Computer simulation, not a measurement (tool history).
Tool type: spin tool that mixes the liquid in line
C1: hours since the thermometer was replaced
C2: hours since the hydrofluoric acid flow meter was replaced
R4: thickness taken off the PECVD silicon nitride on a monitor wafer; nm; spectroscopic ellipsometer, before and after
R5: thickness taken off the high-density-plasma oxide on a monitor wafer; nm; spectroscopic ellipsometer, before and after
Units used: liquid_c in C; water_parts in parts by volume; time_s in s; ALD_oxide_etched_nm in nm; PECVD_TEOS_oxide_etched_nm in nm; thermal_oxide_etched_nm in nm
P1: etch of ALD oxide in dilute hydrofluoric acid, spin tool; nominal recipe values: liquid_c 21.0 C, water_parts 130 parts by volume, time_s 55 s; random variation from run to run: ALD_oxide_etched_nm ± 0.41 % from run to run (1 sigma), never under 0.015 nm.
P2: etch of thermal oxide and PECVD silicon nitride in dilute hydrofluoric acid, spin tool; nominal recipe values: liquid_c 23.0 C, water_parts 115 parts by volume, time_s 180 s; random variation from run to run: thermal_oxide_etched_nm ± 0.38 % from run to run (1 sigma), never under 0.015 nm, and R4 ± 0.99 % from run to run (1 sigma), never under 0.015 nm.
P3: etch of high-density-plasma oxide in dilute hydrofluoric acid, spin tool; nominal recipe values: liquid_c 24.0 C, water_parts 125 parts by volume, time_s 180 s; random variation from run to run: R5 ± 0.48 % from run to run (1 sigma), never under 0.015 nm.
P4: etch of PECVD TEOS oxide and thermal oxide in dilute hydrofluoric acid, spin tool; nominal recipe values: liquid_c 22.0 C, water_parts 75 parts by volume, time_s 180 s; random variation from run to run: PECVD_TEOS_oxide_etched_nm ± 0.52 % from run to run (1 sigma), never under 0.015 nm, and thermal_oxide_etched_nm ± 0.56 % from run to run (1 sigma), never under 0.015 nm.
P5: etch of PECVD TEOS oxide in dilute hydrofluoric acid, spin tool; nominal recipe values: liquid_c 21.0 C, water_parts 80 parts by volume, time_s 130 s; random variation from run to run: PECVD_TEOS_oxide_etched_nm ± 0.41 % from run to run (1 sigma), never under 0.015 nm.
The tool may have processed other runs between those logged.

{"run": 1, "hour": 4.1, "process": "P1", "liquid_c": 21.0, "water_parts": 130, "time_s": 55, "C1": 692.4, "C2": 474.2, "ALD_oxide_etched_nm": 5.3167}
{"run": 2, "hour": 11.9, "process": "P5", "liquid_c": 28.5, "water_parts": 80, "time_s": 130, "C1": 700.2, "C2": 482.0, "PECVD_TEOS_oxide_etched_nm": 44.356}
{"run": 3, "hour": 19.1, "process": "P1", "liquid_c": 29.5, "water_parts": 130, "time_s": 55, "C1": 707.4, "C2": 489.2, "ALD_oxide_etched_nm": 7.3892}
{"run": 4, "hour": 27.3, "process": "P4", "liquid_c": 22.0, "water_parts": 140, "time_s": 180, "C1": 715.6, "C2": 497.4, "PECVD_TEOS_oxide_etched_nm": 19.97, "thermal_oxide_etched_nm": 5.2444}
{"run": 5, "hour": 31.2, "process": "P1", "liquid_c": 21.0, "water_parts": 130, "time_s": 55, "C1": 719.5, "C2": 501.3, "ALD_oxide_etched_nm": 5.2689}
{"run": 6, "hour": 38.2, "process": "P4", "liquid_c": 22.0, "water_parts": 75, "time_s": 180, "C1": 726.5, "C2": 508.3, "PECVD_TEOS_oxide_etched_nm": 39.898, "thermal_oxide_etched_nm": 10.527}
{"run": 7, "hour": 46.4, "process": "P2", "liquid_c": 23.0, "water_parts": 115, "time_s": 180, "C1": 734.7, "C2": 516.5, "thermal_oxide_etched_nm": 7.0742, "R4": 2.531}
{"run": 8, "hour": 54.2, "process": "P2", "liquid_c": 23.0, "water_parts": 40, "time_s": 180, "C1": 742.5, "C2": 524.3, "thermal_oxide_etched_nm": 22.308, "R4": 7.0865}
{"run": 9, "hour": 62.0, "process": "P1", "liquid_c": 21.0, "water_parts": 25, "time_s": 55, "C1": 750.3, "C2": 532.1, "ALD_oxide_etched_nm": 31.344}
{"run": 10, "hour": 66.4, "process": "P1", "liquid_c": 21.0, "water_parts": 130, "time_s": 55, "C1": 754.7, "C2": 536.5, "ALD_oxide_etched_nm": 5.3378}
{"run": 11, "hour": 71.3, "process": "P1", "liquid_c": 26.0, "water_parts": 85, "time_s": 55, "C1": 759.6, "C2": 541.4, "ALD_oxide_etched_nm": 10.425}
{"run": 12, "hour": 80.1, "process": "P5", "liquid_c": 21.0, "water_parts": 80, "time_s": 65, "C1": 768.4, "C2": 550.2, "PECVD_TEOS_oxide_etched_nm": 16.556}
{"run": 13, "hour": 88.8, "process": "P2", "liquid_c": 17.0, "water_parts": 115, "time_s": 180, "C1": 777.1, "C2": 558.9, "thermal_oxide_etched_nm": 5.4915, "R4": 1.6347}
{"run": 14, "hour": 96.8, "process": "P1", "liquid_c": 21.0, "water_parts": 130, "time_s": 15, "C1": 785.1, "C2": 566.9, "ALD_oxide_etched_nm": 1.4704}
{"run": 15, "hour": 103.8, "process": "P3", "liquid_c": 29.0, "water_parts": 125, "time_s": 180, "C1": 792.1, "C2": 573.9, "R5": 8.6751}
{"run": 16, "hour": 108.3, "process": "P3", "liquid_c": 24.0, "water_parts": 125, "time_s": 180, "C1": 796.6, "C2": 578.4, "R5": 7.2627}
{"run": 17, "hour": 115.0, "process": "P5", "liquid_c": 21.0, "water_parts": 80, "time_s": 130, "C1": 803.3, "C2": 585.1, "PECVD_TEOS_oxide_etched_nm": 33.311}
{"run": 18, "hour": 119.0, "process": "P3", "liquid_c": 24.0, "water_parts": 125, "time_s": 340, "C1": 807.3, "C2": 589.1, "R5": 13.606}
{"run": 19, "hour": 126.5, "process": "P4", "liquid_c": 22.0, "water_parts": 75, "time_s": 180, "C1": 814.8, "C2": 596.6, "PECVD_TEOS_oxide_etched_nm": 40.155, "thermal_oxide_etched_nm": 10.462}
{"run": 20, "hour": 134.3, "process": "P2", "liquid_c": 23.0, "water_parts": 115, "time_s": 15, "C1": 822.6, "C2": 604.4, "thermal_oxide_etched_nm": 0.56186, "R4": 0.19955}
{"run": 21, "hour": 142.8, "process": "P3", "liquid_c": 24.0, "water_parts": 60, "time_s": 180, "C1": 831.1, "C2": 612.9, "R5": 16.46}
{"run": 22, "hour": 151.8, "process": "P5", "liquid_c": 21.0, "water_parts": 40, "time_s": 130, "C1": 840.1, "C2": 621.9, "PECVD_TEOS_oxide_etched_nm": 69.716}
{"run": 23, "hour": 159.5, "process": "P5", "liquid_c": 21.0, "water_parts": 80, "time_s": 130, "C1": 847.8, "C2": 629.6, "PECVD_TEOS_oxide_etched_nm": 33.101}
{"run": 24, "hour": 165.9, "process": "P4", "liquid_c": 22.0, "water_parts": 75, "time_s": 310, "C1": 854.2, "C2": 636.0, "PECVD_TEOS_oxide_etched_nm": 69.775, "thermal_oxide_etched_nm": 17.928}
{"run": 25, "hour": 170.3, "process": "P1", "liquid_c": 17.0, "water_parts": 130, "time_s": 55, "C1": 858.6, "C2": 640.4, "ALD_oxide_etched_nm": 4.5048}
{"run": 26, "hour": 175.7, "process": "P1", "liquid_c": 21.0, "water_parts": 130, "time_s": 55, "C1": 864.0, "C2": 645.8, "ALD_oxide_etched_nm": 5.3172}
{"run": 27, "hour": 181.4, "process": "P4", "liquid_c": 17.0, "water_parts": 75, "time_s": 180, "C1": 869.7, "C2": 651.5, "PECVD_TEOS_oxide_etched_nm": 32.749, "thermal_oxide_etched_nm": 8.4191}
{"run": 28, "hour": 188.9, "process": "P1", "liquid_c": 21.0, "water_parts": 130, "time_s": 90, "C1": 877.2, "C2": 659.0, "ALD_oxide_etched_nm": 8.7003}
{"run": 29, "hour": 193.1, "process": "P2", "liquid_c": 23.0, "water_parts": 115, "time_s": 180, "C1": 881.4, "C2": 663.2, "thermal_oxide_etched_nm": 7.0862, "R4": 2.5081}
{"run": 30, "hour": 199.1, "process": "P1", "liquid_c": 21.0, "water_parts": 200, "time_s": 55, "C1": 887.4, "C2": 669.2, "ALD_oxide_etched_nm": 3.2389}
{"run": 31, "hour": 208.0, "process": "P1", "liquid_c": 21.0, "water_parts": 130, "time_s": 55, "C1": 896.3, "C2": 678.1, "ALD_oxide_etched_nm": 5.3704}
{"run": 32, "hour": 216.1, "process": "P1", "liquid_c": 21.0, "water_parts": 130, "time_s": 55, "C1": 904.4, "C2": 686.2, "ALD_oxide_etched_nm": 5.3173}
{"run": 33, "hour": 224.4, "process": "P1", "liquid_c": 21.0, "water_parts": 130, "time_s": 55, "C1": 912.7, "C2": 694.5, "ALD_oxide_etched_nm": 5.5694}
{"run": 34, "hour": 232.0, "process": "P1", "liquid_c": 21.0, "water_parts": 130, "time_s": 55, "C1": 920.3, "C2": 702.1, "ALD_oxide_etched_nm": 5.6102}
{"run": 35, "hour": 238.3, "process": "P1", "liquid_c": 21.0, "water_parts": 130, "time_s": 55, "C1": 926.6, "C2": 708.4, "ALD_oxide_etched_nm": 5.7555}
{"run": 36, "hour": 243.0, "process": "P1", "liquid_c": 21.0, "water_parts": 130, "time_s": 55, "C1": 931.3, "C2": 713.1, "ALD_oxide_etched_nm": 5.762}
{"run": 37, "hour": 249.8, "process": "P1", "liquid_c": 21.0, "water_parts": 130, "time_s": 55, "C1": 938.1, "C2": 719.9, "ALD_oxide_etched_nm": 5.8225}
{"run": 38, "hour": 254.6, "process": "P1", "liquid_c": 21.0, "water_parts": 130, "time_s": 55, "C1": 942.9, "C2": 724.7, "ALD_oxide_etched_nm": 5.843}
{"run": 39, "hour": 260.1, "process": "P1", "liquid_c": 21.0, "water_parts": 130, "time_s": 55, "C1": 948.4, "C2": 730.2, "ALD_oxide_etched_nm": 5.8524}
{"run": 40, "hour": 264.7, "process": "P1", "liquid_c": 21.0, "water_parts": 130, "time_s": 55, "C1": 953.0, "C2": 734.8, "ALD_oxide_etched_nm": 5.8146}
{"run": 41, "hour": 270.9, "process": "P1", "liquid_c": 21.0, "water_parts": 130, "time_s": 55, "C1": 959.2, "C2": 741.0, "ALD_oxide_etched_nm": 5.8306}

What does the tool deliver on the next run?
{"run": 42, "hour": 278.1, "process": "P1", "liquid_c": 21.0, "water_parts": 130, "time_s": 55, "C1": 966.4, "C2": 748.2, "ALD_oxide_etched_nm": "?"}

Run 42 yielded ALD_oxide_etched_nm 5.8566 nm.
